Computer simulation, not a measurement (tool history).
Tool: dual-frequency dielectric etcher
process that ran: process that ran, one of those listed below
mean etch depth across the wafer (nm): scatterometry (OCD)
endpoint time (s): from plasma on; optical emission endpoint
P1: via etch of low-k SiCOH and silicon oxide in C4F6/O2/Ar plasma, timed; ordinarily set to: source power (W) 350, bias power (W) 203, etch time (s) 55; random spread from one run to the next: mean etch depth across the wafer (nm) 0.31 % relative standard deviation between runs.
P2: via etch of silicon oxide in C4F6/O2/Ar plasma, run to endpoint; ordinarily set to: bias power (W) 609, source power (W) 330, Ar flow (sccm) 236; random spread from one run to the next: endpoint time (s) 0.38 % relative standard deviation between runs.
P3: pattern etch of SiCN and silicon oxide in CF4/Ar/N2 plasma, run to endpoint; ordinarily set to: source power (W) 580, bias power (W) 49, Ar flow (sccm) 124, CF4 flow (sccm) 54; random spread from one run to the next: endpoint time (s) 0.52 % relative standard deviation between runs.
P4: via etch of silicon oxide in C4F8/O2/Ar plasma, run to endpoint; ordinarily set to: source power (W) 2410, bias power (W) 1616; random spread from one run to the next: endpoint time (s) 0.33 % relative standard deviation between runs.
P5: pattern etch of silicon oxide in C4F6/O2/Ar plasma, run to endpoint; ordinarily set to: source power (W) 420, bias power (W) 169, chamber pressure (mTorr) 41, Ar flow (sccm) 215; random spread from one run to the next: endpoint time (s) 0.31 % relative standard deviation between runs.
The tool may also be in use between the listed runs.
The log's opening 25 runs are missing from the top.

run,hour,process that ran,source power (W),bias power (W),etch time (s),Ar flow (sccm),CF4 flow (sccm),chamber pressure (mTorr),hours since the last wet clean,hours since the last source power generator calibration,hours since the last bias power generator calibration,mean etch depth across the wafer (nm),endpoint time (s)
26,222.9,P1,350,203,39.5,,,,510.4,1092.7,763.2,99.83,
27,233,P1,350,203,55,,,,520.5,1102.8,773.3,137.83,
28,243.4,P3,780,49,,124,54,,530.9,1113.2,783.7,,14.992
29,251.1,P2,420,609,,236,,,538.6,1120.9,791.4,,25.85
30,257.2,P1,250,203,55,,,,544.7,1127,797.5,121.45,
31,268.4,P4,1480,1616,,,,,555.9,1138.2,808.7,,524.45
32,275.2,P1,350,203,55,,,,562.7,1145,815.5,138.68,
33,282.5,P2,330,609,,236,,,570,1152.3,822.8,,28.37
34,293.3,P1,350,203,55,,,,580.8,1163.1,833.6,138.26,
35,300.5,P1,350,203,55,,,,588,1170.3,840.8,138.61,

Estimate the outcome of run 36 from the log above:
36,308.7,P1,350,203,55,,,,596.2,1178.5,849,?,

mean etch depth across the wafer (nm): 139.93

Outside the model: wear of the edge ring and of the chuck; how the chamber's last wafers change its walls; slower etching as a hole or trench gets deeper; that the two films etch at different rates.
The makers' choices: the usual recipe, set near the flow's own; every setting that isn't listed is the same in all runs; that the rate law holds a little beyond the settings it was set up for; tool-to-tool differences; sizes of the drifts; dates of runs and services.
